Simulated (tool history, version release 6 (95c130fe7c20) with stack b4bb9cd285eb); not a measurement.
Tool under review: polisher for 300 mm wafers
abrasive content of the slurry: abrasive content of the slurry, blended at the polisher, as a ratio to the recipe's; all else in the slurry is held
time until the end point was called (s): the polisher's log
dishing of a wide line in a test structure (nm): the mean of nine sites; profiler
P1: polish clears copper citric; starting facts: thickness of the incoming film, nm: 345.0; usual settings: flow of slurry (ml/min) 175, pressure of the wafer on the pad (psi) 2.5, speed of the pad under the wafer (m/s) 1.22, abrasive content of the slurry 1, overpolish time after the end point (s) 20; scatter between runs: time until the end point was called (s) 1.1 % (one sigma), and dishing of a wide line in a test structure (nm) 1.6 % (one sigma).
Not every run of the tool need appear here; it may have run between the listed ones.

| run | day | flow of slurry (ml/min) | pressure of the wafer on the pad (psi) | speed of the pad under the wafer (m/s) | abrasive content of the slurry | overpolish time after the end point (s) | wafers polished on this pad | hours since the slurry nozzle was cleaned | hours since the head pressure was calibrated | hours since the slurry blender was calibrated | time until the end point was called (s) | dishing of a wide line in a test structure (nm) |
|---|---|---|---|---|---|---|---|---|---|---|---|---|
| 1 | 0.442 | 175 | 2.5 | 1.22 | 1 | 20 | 874 | 327.6 | 128.1 | 147.4 | 120.5 | 29.443 |
| 2 | 0.792 | 175 | 3.6 | 1.22 | 1 | 20 | 947 | 336 | 136.5 | 155.8 | 87.262 | 34.961 |
| 3 | 1.1 | 240 | 2.5 | 1.22 | 1 | 20 | 1012 | 343.4 | 143.9 | 163.2 | 119.8 | 29.456 |
| 4 | 1.425 | 175 | 2.5 | 1.22 | 1.45 | 20 | 1081 | 351.2 | 151.7 | 171 | 111.99 | 30.333 |
| 5 | 1.762 | 110 | 2.5 | 1.22 | 1 | 20 | 1152 | 359.3 | 159.8 | 179.1 | 133.93 | 27.675 |
| 6 | 2.217 | 175 | 2.5 | 1.22 | 1 | 6 | 1247 | 370.2 | 170.7 | 190 | 122.6 | 11.631 |
| 7 | 2.696 | 175 | 2.5 | 1.22 | 1 | 20 | 1348 | 381.7 | 182.2 | 201.5 | 120.65 | 28.772 |
| 8 | 3.162 | 175 | 2.5 | 1.22 | 0.75 | 20 | 1446 | 392.9 | 193.4 | 212.7 | 129.65 | 27.659 |
| 9 | 3.517 | 175 | 2.5 | 1.22 | 1 | 20 | 1520 | 401.4 | 201.9 | 221.2 | 121.83 | 28.336 |
| 10 | 3.8 | 175 | 2.5 | 1.22 | 1 | 20 | 1580 | 408.2 | 208.7 | 228 | 122.33 | 28.964 |
| 11 | 4.075 | 175 | 2.5 | 1.74 | 1 | 20 | 1637 | 414.8 | 215.3 | 234.6 | 85.792 | 34.536 |
|  | 4.288 | slurry blender recalibrated |
| 12 | 4.308 | 175 | 2.5 | 1.22 | 1 | 29 | 1686 | 420.4 | 220.9 | 0.6 | 122.47 | 36.25 |
| 13 | 4.575 | 175 | 1.5 | 1.22 | 1 | 20 | 1743 | 426.8 | 227.3 | 7 | 201.67 | 20.021 |
| 14 | 4.962 | 175 | 2.5 | 0.8 | 1 | 20 | 1824 | 436.1 | 236.6 | 16.3 | 188.39 | 21.933 |
|  | 5.308 | head pressure recalibrated |
| 15 | 5.358 | 175 | 2.5 | 1.22 | 1 | 20 | 1907 | 445.6 | 1.2 | 25.8 | 123.42 | 29.18 |
| 16 | 5.833 | 175 | 2.5 | 0.68 | 1.45 | 20 | 2007 | 457 | 12.6 | 37.2 | 202.15 | 21.016 |
| 17 | 6.238 | 175 | 2.5 | 1.22 | 1 | 20 | 2092 | 466.7 | 22.3 | 46.9 | 119.26 | 28.973 |
| 18 | 6.525 | 175 | 2.5 | 1.22 | 1 | 20 | 2152 | 473.6 | 29.2 | 53.8 | 124.85 | 29.192 |
| 19 | 6.946 | 175 | 2.5 | 1.22 | 1 | 20 | 2241 | 483.7 | 39.3 | 63.9 | 124.89 | 27.787 |
| 20 | 7.162 | 175 | 2.5 | 1.22 | 1 | 20 | 2286 | 488.9 | 44.5 | 69.1 | 127.12 | 28.487 |
| 21 | 7.404 | 175 | 2.5 | 1.22 | 1 | 20 | 2337 | 494.7 | 50.3 | 74.9 | 132.34 | 28.293 |
|  | 7.475 | worn pad replaced by a new one |
| 22 | 7.696 | 175 | 2.5 | 1.22 | 1 | 20 | 47 | 501.7 | 57.3 | 81.9 | 132.05 | 28.31 |
| 23 | 8.083 | 175 | 2.5 | 1.22 | 1 | 20 | 128 | 511 | 66.6 | 91.2 | 135.05 | 27.359 |
|  | 8.346 | head pressure recalibrated |
| 24 | 8.5 | 175 | 2.5 | 1.22 | 1 | 20 | 216 | 521 | 3.7 | 101.2 | 130.88 | 27.047 |
| 25 | 8.921 | 175 | 2.5 | 1.22 | 1 | 20 | 304 | 531.1 | 13.8 | 111.3 | 128.75 | 27.78 |
| 26 | 9.333 | 175 | 2.5 | 1.22 | 1 | 20 | 391 | 541 | 23.7 | 121.2 | 132.36 | 27.348 |
| 27 | 9.604 | 175 | 2.5 | 1.22 | 1 | 20 | 448 | 547.5 | 30.2 | 127.7 | 133.06 | 27.55 |

The output of P1 has drifted from where it used to be. Each of the 2 causes below, taken at the size shown beside it, accounts for the log equally well:
A: slurry flow missing at the pad, % = 33.9
B: abrasive missing from the slurry, % = 30.4
Onset of the creep was near day 6.238.
The rest of the possible causes, and what rules out each one:
removal rate lost through wear of the pad, %: its service at day 7.475 followed the start of the drift and did not put the process back to its old value
head's pressure below its setpoint, %: its service at day 8.346 followed the start of the drift and did not put the process back to its old value

4 check runs are offered, each on 5 wafers whose results are averaged, their results left as question marks. Which one tells the causes apart?
| check 1 | 9.875 | 175 | 2.5 | 1.48 | 1 | 20 |  |  |  |  | ? | ? |
| check 2 | 9.875 | 175 | 2 | 1.22 | 1 | 20 |  |  |  |  | ? | ? |
| check 3 | 9.875 | 175 | 2.5 | 1.46 | 1 | 20 |  |  |  |  | ? | ? |
| check 4 | 9.875 | 110 | 2.5 | 1.22 | 1 | 20 |  |  |  |  | ? | ? |

If the cause were each of the candidates in turn, the checks would give the following:
| check | result | if A | if B |
|---|---|---|---|
| check 1 | time until the end point was called (s) | 109.73 | 109.75 |
| check 1 | dishing of a wide line in a test structure (nm) | 30.745 | 30.742 |
| check 2 | time until the end point was called (s) | 164.73 | 164.76 |
| check 2 | dishing of a wide line in a test structure (nm) | 23.49 | 23.487 |
| check 3 | time until the end point was called (s) | 111.21 | 111.23 |
| check 3 | dishing of a wide line in a test structure (nm) | 30.51 | 30.507 |
| check 4 | time until the end point was called (s) | 150.35 | 144.65 |
| check 4 | dishing of a wide line in a test structure (nm) | 25.238 | 25.902 |
Separation of the two closest causes in each check, using whichever result separates them best: check 1 0.02 %; check 2 0.02 %; check 3 0.02 %; check 4 3.86 %
The other checks would show nearly matching results whichever cause is true, so check 4 is the only one that separates the causes.

Here is what check 4 returned: time until the end point was called (s) 144.44; dishing of a wide line in a test structure (nm) 25.775. Which cause is it?

The cause is B: abrasive missing from the slurry, %.
